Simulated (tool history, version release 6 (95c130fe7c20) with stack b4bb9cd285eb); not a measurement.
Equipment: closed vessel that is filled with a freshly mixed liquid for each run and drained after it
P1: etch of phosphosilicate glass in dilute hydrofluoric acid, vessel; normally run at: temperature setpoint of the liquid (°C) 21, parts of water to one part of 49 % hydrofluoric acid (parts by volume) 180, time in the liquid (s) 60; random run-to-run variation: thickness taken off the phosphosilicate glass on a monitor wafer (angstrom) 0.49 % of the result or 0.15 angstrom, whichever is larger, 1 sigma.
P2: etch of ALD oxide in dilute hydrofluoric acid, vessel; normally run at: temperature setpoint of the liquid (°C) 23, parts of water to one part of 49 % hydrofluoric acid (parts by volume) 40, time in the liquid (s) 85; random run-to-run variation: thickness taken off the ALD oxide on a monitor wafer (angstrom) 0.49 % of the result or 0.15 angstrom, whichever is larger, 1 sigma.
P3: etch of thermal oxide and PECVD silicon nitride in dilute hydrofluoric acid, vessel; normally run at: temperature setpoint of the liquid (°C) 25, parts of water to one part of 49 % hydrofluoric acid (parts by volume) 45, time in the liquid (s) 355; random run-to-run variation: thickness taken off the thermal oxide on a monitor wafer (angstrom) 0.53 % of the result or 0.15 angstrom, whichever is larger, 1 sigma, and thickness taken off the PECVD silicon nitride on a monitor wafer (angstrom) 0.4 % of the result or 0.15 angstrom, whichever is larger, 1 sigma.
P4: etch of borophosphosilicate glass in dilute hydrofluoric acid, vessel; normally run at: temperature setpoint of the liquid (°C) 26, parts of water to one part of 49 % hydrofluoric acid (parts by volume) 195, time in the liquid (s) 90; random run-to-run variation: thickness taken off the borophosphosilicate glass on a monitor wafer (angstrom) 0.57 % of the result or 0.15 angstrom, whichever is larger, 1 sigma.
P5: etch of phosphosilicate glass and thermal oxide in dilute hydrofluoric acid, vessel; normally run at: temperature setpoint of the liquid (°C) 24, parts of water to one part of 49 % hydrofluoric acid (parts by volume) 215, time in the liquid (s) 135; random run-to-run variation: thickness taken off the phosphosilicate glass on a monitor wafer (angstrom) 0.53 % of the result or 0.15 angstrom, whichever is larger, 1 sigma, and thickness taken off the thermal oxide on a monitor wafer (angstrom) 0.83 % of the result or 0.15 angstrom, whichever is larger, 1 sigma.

run	hour	process that ran	temperature setpoint of the liquid (°C)	parts of water to one part of 49 % hydrofluoric acid (parts by volume)	time in the liquid (s)	hours since the thermometer was replaced	hours since the hydrofluoric acid flow meter was replaced	thickness taken off the phosphosilicate glass on a monitor wafer (angstrom)	thickness taken off the ALD oxide on a monitor wafer (angstrom)	thickness taken off the borophosphosilicate glass on a monitor wafer (angstrom)	thickness taken off the thermal oxide on a monitor wafer (angstrom)	thickness taken off the PECVD silicon nitride on a monitor wafer (angstrom)
1	13.4	P1	21	180	60	1496.9	287.2	514.79				
2	24	P2	23	40	85	1507.5	297.8		216.09			
3	32	P4	26	195	90	1515.5	305.8			312.63		
4	42.7	P4	26	195	90	1526.2	316.5			311		
5	54.6	P1	21	50	115	1538.1	328.4	4175.9				
6	66.1	P1	21	180	60	1549.6	339.9	519.03				
7	80.3	P2	29.5	40	85	1563.8	354.1		282.01			
8	88.1	P1	21	180	30	1571.6	361.9	258.36				
9	96.5	P1	25	180	60	1580	370.3	608.23				
10	109.5	P1	27.5	180	30	1593	383.3	331.37				
11	117	P5	29.5	215	135	1600.5	390.8	519.64			33.255	
12	130.8	P2	23	40	85	1614.3	404.6		217.21			
13	141.1	P5	24	60	135	1624.6	414.9	1827.1			117.38	
14	147.9	P1	21	180	60	1631.4	421.7	520.24				
15	161.7	P4	17.5	195	90	1645.2	435.5			221.96		
16	176.3	P3	25	45	155	1659.8	450.1				186.17	128.64
17	187	P1	21	180	60	1670.5	460.8	517.46				
18	199.4	P1	21	180	60	1682.9	473.2	521.21				
19	210.3	P1	21	180	95	1693.8	484.1	822.94				
20	223.8	P1	21	300	60	1707.3	497.6	276.59				
21	230.5	P2	23	65	85	1714	504.3		129.85			
22	243.7	P4	26	195	180	1727.2	517.5			619.33		
23	258.3	P3	25	45	355	1741.8	532.1				427.97	294.77
24	272.1	P3	25	45	355	1755.6	545.9				425.06	295.19
25	280.7	P1	17	180	60	1764.2	554.5	441.99				
26	293.8	P5	24	215	135	1777.3	567.6	417.65			27.401	
27	308.9	P1	21	180	60	1792.4	582.7	518.83				
28	320.3	P5	24	215	135	1803.8	594.1	421.59			27.313	
29	332.9	P1	21	105	60	1816.4	606.7	967.32				
30	347.3	P3	21.5	45	355	1830.8	621.1				365.7	232.6
31	354.8	P3	25	30	355	1838.3	628.6				659.69	438.1
32	369.2	P5	24	215	215	1852.7	643	668.89			43.67	
33	382.1	P4	26	325	90	1865.6	655.9			163.76		
34	388.7	P2	23	40	150	1872.2	662.5		380.9			
35	398.1	P1	21	180	60	1881.6	671.9	515.03				
36	409.6	P1	21	180	60	1893.1	683.4	532.56				
37	420.9	P1	21	180	60	1904.4	694.7	541.05				
38	433.4	P1	21	180	60	1916.9	707.2	545.6				
39	446.4	P1	21	180	60	1929.9	720.2	551.85				
40	457.2	P1	21	180	60	1940.7	731	553.14				
41	469.2	P1	21	180	60	1952.7	743	555.08				
42	476.4	P1	21	180	60	1959.9	750.2	550.67				
43	485.3	P1	21	180	60	1968.8	759.1	554.62				

Something has made what P1 gives creep away from where it was; the 2 causes below, each at its own stated size, fit the log equally well:
A: liquid hotter than its thermometer reads (K) = 1.6
B: hydrofluoric acid flow above the setpoint (%) = 5.33
The creep began at about hour 398.1.

Each of the 4 check runs below uses one wafer; its results are left as question marks. Which run tells the causes apart?
check 1	494.2	P2	23	40	85				?			
check 2	494.2	P3	25	45	355						?	?
check 3	494.2	P4	26	195	90					?		
check 4	494.2	P5	24	215	135			?			?	

Check results expected under each cause:
check	result	if A	if B
check 1	thickness taken off the ALD oxide on a monitor wafer (angstrom)	232.28	229.5
check 2	thickness taken off the thermal oxide on a monitor wafer (angstrom)	455.51	450.95
check 2	thickness taken off the PECVD silicon nitride on a monitor wafer (angstrom)	328.95	311.07
check 3	thickness taken off the borophosphosilicate glass on a monitor wafer (angstrom)	329.45	331.31
check 4	thickness taken off the phosphosilicate glass on a monitor wafer (angstrom)	447.36	449.82
check 4	thickness taken off the thermal oxide on a monitor wafer (angstrom)	29.161	29.321
Minimum pairwise separation of causes per check, each pair taken at its best-separating result: check 1 1.2 %; check 2 5.59 %; check 3 0.56 %; check 4 0.55 %
The other checks would show nearly matching results whichever cause is true, so check 2 is the only one that separates the causes.

The results of check 2 are: thickness taken off the thermal oxide on a monitor wafer (angstrom) 449.79; thickness taken off the PECVD silicon nitride on a monitor wafer (angstrom) 310.33. Based on these, which of the listed causes is it?

The correct cause is B, namely: hydrofluoric acid flow above the setpoint (%).
